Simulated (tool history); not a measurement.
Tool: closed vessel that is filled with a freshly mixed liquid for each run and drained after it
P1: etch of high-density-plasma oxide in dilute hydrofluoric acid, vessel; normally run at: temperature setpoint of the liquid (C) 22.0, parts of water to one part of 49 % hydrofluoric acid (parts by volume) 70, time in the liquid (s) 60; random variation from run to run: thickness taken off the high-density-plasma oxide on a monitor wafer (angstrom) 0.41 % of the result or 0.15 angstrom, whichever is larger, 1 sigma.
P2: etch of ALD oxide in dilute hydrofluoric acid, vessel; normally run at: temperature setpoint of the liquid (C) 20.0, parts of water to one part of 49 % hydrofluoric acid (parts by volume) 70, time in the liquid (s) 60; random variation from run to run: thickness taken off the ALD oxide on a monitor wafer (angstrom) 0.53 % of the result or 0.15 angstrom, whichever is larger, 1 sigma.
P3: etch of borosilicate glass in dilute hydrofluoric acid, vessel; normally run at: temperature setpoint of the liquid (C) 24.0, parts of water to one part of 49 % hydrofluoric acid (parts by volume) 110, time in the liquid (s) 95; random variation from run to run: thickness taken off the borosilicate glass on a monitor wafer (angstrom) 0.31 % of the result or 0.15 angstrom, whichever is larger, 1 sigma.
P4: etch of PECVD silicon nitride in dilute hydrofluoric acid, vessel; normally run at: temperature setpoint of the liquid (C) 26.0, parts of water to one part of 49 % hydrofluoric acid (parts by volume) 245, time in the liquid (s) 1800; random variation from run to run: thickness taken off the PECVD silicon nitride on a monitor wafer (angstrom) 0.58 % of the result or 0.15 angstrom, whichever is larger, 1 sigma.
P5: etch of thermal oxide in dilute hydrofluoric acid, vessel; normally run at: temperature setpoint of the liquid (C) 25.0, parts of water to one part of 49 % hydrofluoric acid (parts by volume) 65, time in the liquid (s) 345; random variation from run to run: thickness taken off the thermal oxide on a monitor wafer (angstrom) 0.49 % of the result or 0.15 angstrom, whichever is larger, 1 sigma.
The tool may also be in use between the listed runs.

run	hour	process that ran	temperature setpoint of the liquid (C)	parts of water to one part of 49 % hydrofluoric acid (parts by volume)	time in the liquid (s)	thickness taken off the high-density-plasma oxide on a monitor wafer (angstrom)	thickness taken off the borosilicate glass on a monitor wafer (angstrom)	thickness taken off the ALD oxide on a monitor wafer (angstrom)	thickness taken off the PECVD silicon nitride on a monitor wafer (angstrom)	thickness taken off the thermal oxide on a monitor wafer (angstrom)
1	9.8	P1	22.0	70	60	52.777				
2	26.7	P3	17.0	110	95		274.73			
3	35.0	P1	22.0	20	60	198.570				
4	48.8	P1	17.0	70	60	42.867				
5	59.9	P1	22.0	70	60	53.313				
6	73.9	P2	20.0	70	30			122.56		
7	84.3	P4	26.0	245	1800				287.10	
8	98.6	P5	25.0	65	345					260.66
9	114.1	P4	19.0	245	1800				183.78	
10	123.0	P3	24.0	110	95		362.72			
11	133.4	P2	26.0	70	60			315.99		
12	151.1	P5	25.0	20	345					897.17
13	168.0	P1	22.0	70	60	53.351				
14	181.4	P5	25.0	65	655					495.33
15	194.5	P3	24.0	175	95		212.56			
16	211.4	P4	26.0	245	3335				527.17	
17	225.3	P1	22.0	70	60	53.153				
18	241.5	P3	24.0	110	40		153.92			
19	250.1	P2	20.0	20	60			912.61		
20	260.5	P2	20.0	70	60			246.28		
21	275.3	P1	17.0	125	60	22.770				
22	286.9	P5	25.0	65	345					259.62
23	295.6	P5	33.0	65	345					353.92
24	312.9	P1	22.0	105	60	34.186				
25	330.7	P4	26.0	75	1800				937.08	
26	339.2	P1	22.0	70	100	89.047				
27	354.1	P1	22.0	70	60	52.969				
28	364.6	P1	22.0	70	60	53.458				
29	376.1	P1	22.0	70	30	26.738				
30	389.6	P1	22.0	70	60	53.463				
31	397.9	P1	29.5	70	60	71.276				
32	414.2	P1	22.0	70	60	52.791				
33	429.6	P1	22.0	70	60	55.523				
34	440.8	P1	22.0	70	60	56.036				
35	453.3	P1	22.0	70	60	56.694				
36	465.5	P1	22.0	70	60	57.298				
37	479.9	P1	22.0	70	60	58.143				

Forecast run 38:
38	495.6	P1	22.0	70	60	?				

Run 38 gave thickness taken off the high-density-plasma oxide on a monitor wafer (angstrom) 58.141.
